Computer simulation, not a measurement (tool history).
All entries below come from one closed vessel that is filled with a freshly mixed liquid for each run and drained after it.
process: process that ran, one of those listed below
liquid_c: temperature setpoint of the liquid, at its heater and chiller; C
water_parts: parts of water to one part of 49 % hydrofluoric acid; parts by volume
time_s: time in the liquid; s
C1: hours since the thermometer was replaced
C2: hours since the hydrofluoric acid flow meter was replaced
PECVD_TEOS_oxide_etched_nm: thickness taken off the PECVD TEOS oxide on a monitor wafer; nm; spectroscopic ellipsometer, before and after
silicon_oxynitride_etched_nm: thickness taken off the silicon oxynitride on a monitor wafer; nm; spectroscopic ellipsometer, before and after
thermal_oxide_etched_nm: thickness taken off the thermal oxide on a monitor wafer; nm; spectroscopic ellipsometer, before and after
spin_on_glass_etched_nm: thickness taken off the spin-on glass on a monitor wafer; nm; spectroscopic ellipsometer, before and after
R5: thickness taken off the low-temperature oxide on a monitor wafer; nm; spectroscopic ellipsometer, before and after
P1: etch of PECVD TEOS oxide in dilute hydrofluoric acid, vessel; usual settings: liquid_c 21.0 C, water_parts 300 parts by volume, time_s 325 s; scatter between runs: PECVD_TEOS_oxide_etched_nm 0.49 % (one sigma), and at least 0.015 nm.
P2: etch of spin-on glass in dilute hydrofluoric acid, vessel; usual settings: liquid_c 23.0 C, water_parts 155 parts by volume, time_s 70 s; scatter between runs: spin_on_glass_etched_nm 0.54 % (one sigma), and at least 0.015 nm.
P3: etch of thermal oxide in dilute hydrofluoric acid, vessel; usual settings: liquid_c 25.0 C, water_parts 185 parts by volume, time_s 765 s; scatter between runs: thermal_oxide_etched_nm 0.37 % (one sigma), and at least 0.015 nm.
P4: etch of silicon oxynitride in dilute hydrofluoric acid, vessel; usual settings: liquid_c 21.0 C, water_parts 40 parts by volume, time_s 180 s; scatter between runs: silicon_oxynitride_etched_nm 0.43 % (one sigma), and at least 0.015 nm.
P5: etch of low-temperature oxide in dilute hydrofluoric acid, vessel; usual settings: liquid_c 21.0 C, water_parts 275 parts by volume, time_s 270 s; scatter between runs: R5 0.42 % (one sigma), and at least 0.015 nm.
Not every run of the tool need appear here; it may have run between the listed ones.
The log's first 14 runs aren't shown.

{"run": 15, "hour": 105.3, "process": "P3", "liquid_c": 25.0, "water_parts": 185, "time_s": 1345, "C1": 892.9, "C2": 219.8, "thermal_oxide_etched_nm": 35.067}
{"run": 16, "hour": 115.7, "process": "P1", "liquid_c": 17.0, "water_parts": 300, "time_s": 325, "C1": 903.3, "C2": 230.2, "PECVD_TEOS_oxide_etched_nm": 8.1955}
{"run": 17, "hour": 122.9, "process": "P3", "liquid_c": 25.0, "water_parts": 185, "time_s": 765, "C1": 910.5, "C2": 237.4, "thermal_oxide_etched_nm": 19.82}
{"run": 18, "hour": 130.3, "process": "P5", "liquid_c": 25.0, "water_parts": 275, "time_s": 270, "C1": 917.9, "C2": 244.8, "R5": 10.129}
{"hour": 131.3, "done": "thermometer replaced"}
{"run": 19, "hour": 138.8, "process": "P3", "liquid_c": 31.0, "water_parts": 185, "time_s": 765, "C1": 7.5, "C2": 253.3, "thermal_oxide_etched_nm": 24.615}
{"run": 20, "hour": 148.0, "process": "P1", "liquid_c": 21.0, "water_parts": 300, "time_s": 325, "C1": 16.7, "C2": 262.5, "PECVD_TEOS_oxide_etched_nm": 9.4617}
{"run": 21, "hour": 154.7, "process": "P1", "liquid_c": 21.0, "water_parts": 300, "time_s": 325, "C1": 23.4, "C2": 269.2, "PECVD_TEOS_oxide_etched_nm": 9.5392}
{"run": 22, "hour": 162.8, "process": "P2", "liquid_c": 23.0, "water_parts": 155, "time_s": 30, "C1": 31.5, "C2": 277.3, "spin_on_glass_etched_nm": 9.2697}
{"run": 23, "hour": 169.4, "process": "P4", "liquid_c": 21.0, "water_parts": 65, "time_s": 180, "C1": 38.1, "C2": 283.9, "silicon_oxynitride_etched_nm": 4.4965}
{"run": 24, "hour": 176.5, "process": "P1", "liquid_c": 21.0, "water_parts": 300, "time_s": 130, "C1": 45.2, "C2": 291.0, "PECVD_TEOS_oxide_etched_nm": 3.8023}
{"run": 25, "hour": 185.5, "process": "P2", "liquid_c": 23.0, "water_parts": 155, "time_s": 70, "C1": 54.2, "C2": 300.0, "spin_on_glass_etched_nm": 21.764}
{"run": 26, "hour": 190.5, "process": "P1", "liquid_c": 21.0, "water_parts": 300, "time_s": 325, "C1": 59.2, "C2": 305.0, "PECVD_TEOS_oxide_etched_nm": 9.4795}
{"run": 27, "hour": 199.1, "process": "P1", "liquid_c": 21.0, "water_parts": 300, "time_s": 325, "C1": 67.8, "C2": 313.6, "PECVD_TEOS_oxide_etched_nm": 9.4369}
{"run": 28, "hour": 207.2, "process": "P5", "liquid_c": 21.0, "water_parts": 430, "time_s": 270, "C1": 75.9, "C2": 321.7, "R5": 4.9092}
{"run": 29, "hour": 213.9, "process": "P5", "liquid_c": 21.0, "water_parts": 275, "time_s": 270, "C1": 82.6, "C2": 328.4, "R5": 8.7724}
{"run": 30, "hour": 223.8, "process": "P1", "liquid_c": 27.5, "water_parts": 300, "time_s": 325, "C1": 92.5, "C2": 338.3, "PECVD_TEOS_oxide_etched_nm": 11.861}
{"run": 31, "hour": 231.1, "process": "P3", "liquid_c": 25.0, "water_parts": 185, "time_s": 765, "C1": 99.8, "C2": 345.6, "thermal_oxide_etched_nm": 19.62}
{"run": 32, "hour": 237.1, "process": "P1", "liquid_c": 21.0, "water_parts": 300, "time_s": 325, "C1": 105.8, "C2": 351.6, "PECVD_TEOS_oxide_etched_nm": 9.5276}

Predict the results of run 33:
{"run": 33, "hour": 246.3, "process": "P1", "liquid_c": 21.0, "water_parts": 300, "time_s": 325, "C1": 115.0, "C2": 360.8, "PECVD_TEOS_oxide_etched_nm": "?"}

Run 33 measured PECVD_TEOS_oxide_etched_nm 9.8405 nm.
